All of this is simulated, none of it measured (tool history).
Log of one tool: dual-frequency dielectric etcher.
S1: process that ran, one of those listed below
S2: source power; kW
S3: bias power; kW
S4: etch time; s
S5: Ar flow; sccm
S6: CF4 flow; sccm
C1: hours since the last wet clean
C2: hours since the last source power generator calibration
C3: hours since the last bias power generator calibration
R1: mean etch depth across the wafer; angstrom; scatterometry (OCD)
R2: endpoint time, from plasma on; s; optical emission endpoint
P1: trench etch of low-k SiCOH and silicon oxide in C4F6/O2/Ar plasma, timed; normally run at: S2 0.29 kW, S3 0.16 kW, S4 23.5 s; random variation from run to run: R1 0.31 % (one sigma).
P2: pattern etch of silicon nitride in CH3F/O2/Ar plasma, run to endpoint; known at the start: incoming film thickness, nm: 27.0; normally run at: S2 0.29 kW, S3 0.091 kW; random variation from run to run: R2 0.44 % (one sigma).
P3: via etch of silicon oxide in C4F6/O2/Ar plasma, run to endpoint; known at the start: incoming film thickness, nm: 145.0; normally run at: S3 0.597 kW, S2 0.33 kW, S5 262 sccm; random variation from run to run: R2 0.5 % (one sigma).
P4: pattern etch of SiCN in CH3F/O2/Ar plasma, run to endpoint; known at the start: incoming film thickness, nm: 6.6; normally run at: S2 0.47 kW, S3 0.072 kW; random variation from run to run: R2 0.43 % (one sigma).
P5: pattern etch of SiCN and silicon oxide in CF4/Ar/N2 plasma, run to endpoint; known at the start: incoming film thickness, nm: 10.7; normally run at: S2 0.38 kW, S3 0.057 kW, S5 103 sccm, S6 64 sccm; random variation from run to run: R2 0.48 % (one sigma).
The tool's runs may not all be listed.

| run | hour | S1 | S2 | S3 | S4 | S5 | S6 | C1 | C2 | C3 | R1 | R2 |
|---|---|---|---|---|---|---|---|---|---|---|---|---|
| 1 | 9.4 | P1 | 0.29 | 0.16 | 23.5 |  |  | 235.5 | 3175.9 | 2574.3 | 592.44 |  |
| 2 | 19.3 | P1 | 0.29 | 0.16 | 23.5 |  |  | 245.4 | 3185.8 | 2584.2 | 593.82 |  |
| 3 | 25 | P1 | 0.29 | 0.16 | 23.5 |  |  | 251.1 | 3191.5 | 2589.9 | 587.71 |  |
| 4 | 29.5 | P1 | 0.18 | 0.16 | 23.5 |  |  | 255.6 | 3196 | 2594.4 | 492.27 |  |
| 5 | 36.1 | P1 | 0.41 | 0.16 | 23.5 |  |  | 262.2 | 3202.6 | 2601 | 678.86 |  |
| 6 | 46 | P2 | 0.29 | 0.091 |  |  |  | 272.1 | 3212.5 | 2610.9 |  | 40.243 |
| 7 | 51.5 | P5 | 0.54 | 0.057 |  | 103 | 64 | 277.6 | 3218 | 2616.4 |  | 11.342 |
| 8 | 60.4 | P1 | 0.29 | 0.16 | 23.5 |  |  | 286.5 | 3226.9 | 2625.3 | 594.89 |  |
| 9 | 65.3 | P1 | 0.29 | 0.16 | 23.5 |  |  | 291.4 | 3231.8 | 2630.2 | 592.74 |  |
|  | 70.5 | source power generator calibrated |
| 10 | 71.3 | P4 | 0.47 | 0.085 |  |  |  | 297.4 | 0.9 | 2636.2 |  | 15.514 |
| 11 | 81 | P4 | 0.47 | 0.072 |  |  |  | 307.1 | 10.6 | 2645.9 |  | 16.381 |
| 12 | 88.8 | P3 | 0.33 | 0.597 |  | 262 |  | 314.9 | 18.4 | 2653.7 |  | 31.388 |
| 13 | 98.2 | P2 | 0.29 | 0.057 |  |  |  | 324.3 | 27.8 | 2663.1 |  | 47.831 |
| 14 | 107.2 | P2 | 0.37 | 0.091 |  |  |  | 333.3 | 36.8 | 2672.1 |  | 36.755 |
| 15 | 111.7 | P1 | 0.29 | 0.113 | 23.5 |  |  | 337.8 | 41.3 | 2676.6 | 533.76 |  |
| 16 | 116.6 | P5 | 0.38 | 0.057 |  | 103 | 64 | 342.7 | 46.2 | 2681.5 |  | 15.426 |
| 17 | 122 | P5 | 0.38 | 0.057 |  | 103 | 64 | 348.1 | 51.6 | 2686.9 |  | 15.403 |
| 18 | 130.1 | P3 | 0.33 | 0.597 |  | 329 |  | 356.2 | 59.7 | 2695 |  | 32.107 |
| 19 | 139.2 | P1 | 0.29 | 0.222 | 23.5 |  |  | 365.3 | 68.8 | 2704.1 | 659.37 |  |
| 20 | 147.8 | P1 | 0.29 | 0.16 | 32.5 |  |  | 373.9 | 77.4 | 2712.7 | 821.9 |  |
| 21 | 157.1 | P4 | 0.47 | 0.072 |  |  |  | 383.2 | 86.7 | 2722 |  | 16.46 |
| 22 | 164.3 | P5 | 0.38 | 0.057 |  | 103 | 91 | 390.4 | 93.9 | 2729.2 |  | 14.676 |
| 23 | 171.7 | P1 | 0.29 | 0.112 | 30.5 |  |  | 397.8 | 101.3 | 2736.6 | 690.2 |  |
| 24 | 176.7 | P5 | 0.38 | 0.057 |  | 131 | 64 | 402.8 | 106.3 | 2741.6 |  | 16.205 |
| 25 | 184.3 | P1 | 0.35 | 0.199 | 23.5 |  |  | 410.4 | 113.9 | 2749.2 | 680.52 |  |
| 26 | 189.8 | P5 | 0.38 | 0.04 |  | 103 | 64 | 415.9 | 119.4 | 2754.7 |  | 17.415 |
| 27 | 198.6 | P3 | 0.22 | 0.597 |  | 262 |  | 424.7 | 128.2 | 2763.5 |  | 36.264 |
| 28 | 208.5 | P3 | 0.33 | 0.597 |  | 262 |  | 434.6 | 138.1 | 2773.4 |  | 31.191 |
| 29 | 215.4 | P4 | 0.66 | 0.072 |  |  |  | 441.5 | 145 | 2780.3 |  | 14.358 |
| 30 | 223.7 | P1 | 0.29 | 0.16 | 15.5 |  |  | 449.8 | 153.3 | 2788.6 | 391.91 |  |
| 31 | 231.8 | P3 | 0.33 | 0.356 |  | 262 |  | 457.9 | 161.4 | 2796.7 |  | 37.61 |
| 32 | 238.1 | P1 | 0.29 | 0.16 | 23.5 |  |  | 464.2 | 167.7 | 2803 | 591.65 |  |
| 33 | 245.3 | P1 | 0.29 | 0.16 | 23.5 |  |  | 471.4 | 174.9 | 2810.2 | 586.49 |  |
| 34 | 250.8 | P1 | 0.29 | 0.16 | 23.5 |  |  | 476.9 | 180.4 | 2815.7 | 587.23 |  |
| 35 | 255.8 | P1 | 0.29 | 0.16 | 23.5 |  |  | 481.9 | 185.4 | 2820.7 | 582.91 |  |
| 36 | 263.6 | P1 | 0.29 | 0.16 | 23.5 |  |  | 489.7 | 193.2 | 2828.5 | 581.52 |  |
| 37 | 272.4 | P1 | 0.29 | 0.16 | 23.5 |  |  | 498.5 | 202 | 2837.3 | 582.35 |  |
| 38 | 276.7 | P1 | 0.29 | 0.16 | 23.5 |  |  | 502.8 | 206.3 | 2841.6 | 583.19 |  |
|  | 279.5 | wet clean of the chamber |
| 39 | 284.3 | P1 | 0.29 | 0.16 | 23.5 |  |  | 4.8 | 213.9 | 2849.2 | 582.12 |  |
| 40 | 293.2 | P1 | 0.29 | 0.16 | 23.5 |  |  | 13.7 | 222.8 | 2858.1 | 583.74 |  |
| 41 | 298.5 | P1 | 0.29 | 0.16 | 23.5 |  |  | 19 | 228.1 | 2863.4 | 582.79 |  |
| 42 | 304.6 | P1 | 0.29 | 0.16 | 23.5 |  |  | 25.1 | 234.2 | 2869.5 | 585.95 |  |
| 43 | 310.2 | P1 | 0.29 | 0.16 | 23.5 |  |  | 30.7 | 239.8 | 2875.1 | 584.67 |  |

What P1 gives has crept away from where it was. These 2 causes fit the log equally well, each at the size given:
A: bias power that arrives under what is set, % = 4.76
B: source power that arrives under what is set, % = 3.85
The creep began at about hour 238.1.
Why every other cause is out:
chamber walls in a state that lowers the etch rate, %: serviced at hour 279.5, which brought nothing back

4 check runs are offered, each on 3 wafers whose results are averaged, their results left as question marks. Which one tells the causes apart?
| check 1 | 315.8 | P2 | 0.35 | 0.091 |  |  |  |  |  |  |  | ? |
| check 2 | 315.8 | P4 | 0.64 | 0.072 |  |  |  |  |  |  |  | ? |
| check 3 | 315.8 | P3 | 0.33 | 0.369 |  | 262 |  |  |  |  |  | ? |
| check 4 | 315.8 | P5 | 0.54 | 0.057 |  | 103 | 87 |  |  |  |  | ? |

What each check would give under each cause:
| check | result | if A | if B |
|---|---|---|---|
| check 1 | R2 | 38.271 | 38.157 |
| check 2 | R2 | 14.857 | 14.833 |
| check 3 | R2 | 38.055 | 37.944 |
| check 4 | R2 | 11.029 | 11.255 |
How far apart the two closest causes lie, in the result that separates them most: check 1 0.3 %; check 2 0.16 %; check 3 0.29 %; check 4 2.03 %
Check 4 tells the causes apart: in the others they would give nearly the same result.

Check 4 was then run and gave: R2 11.239 s. Which cause is it?

It is B: source power that arrives under what is set, %.
